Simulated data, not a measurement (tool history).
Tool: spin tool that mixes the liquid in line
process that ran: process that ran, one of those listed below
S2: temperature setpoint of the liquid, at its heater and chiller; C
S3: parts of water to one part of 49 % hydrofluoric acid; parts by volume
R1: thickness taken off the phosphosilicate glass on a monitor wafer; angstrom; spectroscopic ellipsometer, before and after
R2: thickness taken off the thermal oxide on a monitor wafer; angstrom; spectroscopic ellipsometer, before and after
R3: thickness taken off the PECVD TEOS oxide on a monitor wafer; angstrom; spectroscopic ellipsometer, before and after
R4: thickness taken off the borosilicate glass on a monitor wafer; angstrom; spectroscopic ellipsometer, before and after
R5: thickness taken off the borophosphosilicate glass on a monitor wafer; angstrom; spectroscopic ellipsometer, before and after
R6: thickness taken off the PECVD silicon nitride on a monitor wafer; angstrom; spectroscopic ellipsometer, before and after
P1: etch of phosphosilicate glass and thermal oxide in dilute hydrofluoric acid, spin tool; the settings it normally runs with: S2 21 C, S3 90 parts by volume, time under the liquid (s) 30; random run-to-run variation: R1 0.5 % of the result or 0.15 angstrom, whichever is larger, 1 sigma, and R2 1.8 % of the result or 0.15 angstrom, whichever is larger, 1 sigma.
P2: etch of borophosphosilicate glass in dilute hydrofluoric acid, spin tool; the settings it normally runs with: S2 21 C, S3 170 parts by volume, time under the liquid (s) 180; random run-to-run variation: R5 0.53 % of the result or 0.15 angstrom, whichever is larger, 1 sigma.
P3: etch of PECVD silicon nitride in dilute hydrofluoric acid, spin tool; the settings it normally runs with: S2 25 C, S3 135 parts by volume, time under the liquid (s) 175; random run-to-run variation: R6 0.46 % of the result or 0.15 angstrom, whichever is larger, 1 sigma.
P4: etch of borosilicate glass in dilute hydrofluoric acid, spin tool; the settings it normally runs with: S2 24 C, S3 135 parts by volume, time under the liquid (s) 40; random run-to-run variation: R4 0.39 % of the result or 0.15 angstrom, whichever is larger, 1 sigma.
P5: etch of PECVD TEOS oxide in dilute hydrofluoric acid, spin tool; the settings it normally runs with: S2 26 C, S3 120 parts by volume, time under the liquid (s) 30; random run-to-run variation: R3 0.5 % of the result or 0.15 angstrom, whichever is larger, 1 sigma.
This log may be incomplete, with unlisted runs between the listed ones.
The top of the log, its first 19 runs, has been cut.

run 20 hour=222.8 | process_that_ran=P1 S2=25 S3=90 time_under_the_liquid_(s)=30 | R1=217.28 R2=16.095
run 21 hour=231 | process_that_ran=P2 S2=28 S3=170 time_under_the_liquid_(s)=180 | R5=460.7
run 22 hour=243.7 | process_that_ran=P3 S2=25 S3=135 time_under_the_liquid_(s)=175 | R6=58.64
run 23 hour=250.7 | process_that_ran=P5 S2=26 S3=120 time_under_the_liquid_(s)=15 | R3=20.725
run 24 hour=265.2 | process_that_ran=P3 S2=25 S3=200 time_under_the_liquid_(s)=175 | R6=40.024
run 25 hour=275.4 | process_that_ran=P4 S2=24 S3=135 time_under_the_liquid_(s)=40 | R4=84.313
run 26 hour=289.6 | process_that_ran=P1 S2=25 S3=90 time_under_the_liquid_(s)=50 | R1=356.74 R2=27.331
run 27 hour=299.2 | process_that_ran=P1 S2=21 S3=40 time_under_the_liquid_(s)=30 | R1=436.08 R2=33.492

The next listed run, before its measurement:
run 28 hour=313.1 | process_that_ran=P5 S2=26 S3=120 time_under_the_liquid_(s)=30 | R3=?

For run 28 the tool returned R3 41.03 angstrom.

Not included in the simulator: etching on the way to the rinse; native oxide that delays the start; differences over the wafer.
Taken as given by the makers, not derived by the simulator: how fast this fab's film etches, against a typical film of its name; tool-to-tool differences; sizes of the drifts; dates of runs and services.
